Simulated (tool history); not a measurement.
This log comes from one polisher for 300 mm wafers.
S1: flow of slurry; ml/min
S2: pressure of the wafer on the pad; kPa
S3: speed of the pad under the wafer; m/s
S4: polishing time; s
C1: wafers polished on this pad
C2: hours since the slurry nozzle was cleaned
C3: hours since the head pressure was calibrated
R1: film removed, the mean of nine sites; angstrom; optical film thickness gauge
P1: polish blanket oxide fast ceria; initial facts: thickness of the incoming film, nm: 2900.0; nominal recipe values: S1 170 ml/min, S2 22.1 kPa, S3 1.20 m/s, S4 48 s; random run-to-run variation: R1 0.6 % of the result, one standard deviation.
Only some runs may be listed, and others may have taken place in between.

run	hour	S1	S2	S3	S4	C1	C2	C3	R1
1	2.9	170	22.1	1.20	48	579	596.8	445.6	12127.0
2	6.8	170	22.1	1.20	48	634	600.7	449.5	12018.0
3	11.1	170	22.1	1.20	22	694	605.0	453.8	5564.0
4	16.0	170	22.1	1.20	48	763	609.9	458.7	12098.0
5	19.7	170	22.1	1.20	64	814	613.6	462.4	16239.0
6	24.2	170	10.3	1.20	48	877	618.1	466.9	5729.1
7	27.4	100	22.1	1.20	48	922	621.3	470.1	10860.0
8	30.5	170	22.1	1.84	48	965	624.4	473.2	18585.0
9	34.6	170	22.1	1.20	48	1023	628.5	477.3	12097.0
10	37.5	230	22.1	1.20	48	1063	631.4	480.2	12561.0
11	41.4	170	12.4	1.20	69	1118	635.3	484.1	9745.1
12	46.2	170	22.1	0.54	48	1185	640.1	488.9	5452.4
13	50.6	170	31.7	1.20	48	1246	644.5	493.3	17411.0
14	53.0	170	22.1	1.20	48	1280	646.9	495.7	11925.0
15	57.8	125	10.3	1.20	48	1347	651.7	500.5	5345.7
16	60.9	170	22.1	1.20	48	1390	654.8	503.6	12132.0
17	64.7	170	22.1	1.20	48	1444	658.6	507.4	12101.0
18	67.6	170	22.1	1.20	48	1484	661.5	510.3	11865.0
19	71.7	170	22.1	1.20	48	1541	665.6	514.4	11573.0
20	76.6	170	22.1	1.20	48	1610	670.5	519.3	11464.0
21	80.8	170	22.1	1.20	48	1669	674.7	523.5	11320.0
22	84.8	170	22.1	1.20	48	1725	678.7	527.5	11213.0
# hour 88.1: worn pad replaced by a new one
23	89.8	170	22.1	1.20	48	24	683.7	532.5	11164.0
24	93.8	170	22.1	1.20	48	80	687.7	536.5	11233.0
25	97.9	170	22.1	1.20	48	138	691.8	540.6	11235.0
26	100.9	170	22.1	1.20	48	179	694.8	543.6	11301.0

What P1 gives has crept off from where it sat before. The 2 causes that follow fit the log equally well, each at the size noted:
A: head's pressure below its setpoint, % = 7.16
B: slurry flow missing at the pad, % = 33
The process output started creeping at around hour 64.7.
Why every other cause is out:
removal rate lost through wear of the pad, %: serviced after onset, at hour 88.1, with no recovery of the prior output

4 check runs are offered, one wafer each, their results left as question marks. Which one tells the causes apart?
check 1	103.9	100	22.1	1.20	33				?
check 2	103.9	170	22.1	0.90	24				?
check 3	103.9	170	22.1	1.84	48				?
check 4	103.9	170	22.1	1.82	62				?

What each check would give under each cause:
check	result	if A	if B
check 1	R1	6940.3	6637.6
check 2	R1	4203.6	4204.0
check 3	R1	17188.0	17190.0
check 4	R1	21960.0	21962.0
How far apart the two closest causes lie, in the result that separates them most: check 1 4.46 %; check 2 0.01 %; check 3 0.01 %; check 4 0.01 %
Of the check runs offered, only check 1 discriminates between the causes; the rest would read about the same regardless of which cause applies.

After running check 1, the following was obtained: R1 6885.2 angstrom. Which cause does this point to?

It was cause A: head's pressure below its setpoint, %.

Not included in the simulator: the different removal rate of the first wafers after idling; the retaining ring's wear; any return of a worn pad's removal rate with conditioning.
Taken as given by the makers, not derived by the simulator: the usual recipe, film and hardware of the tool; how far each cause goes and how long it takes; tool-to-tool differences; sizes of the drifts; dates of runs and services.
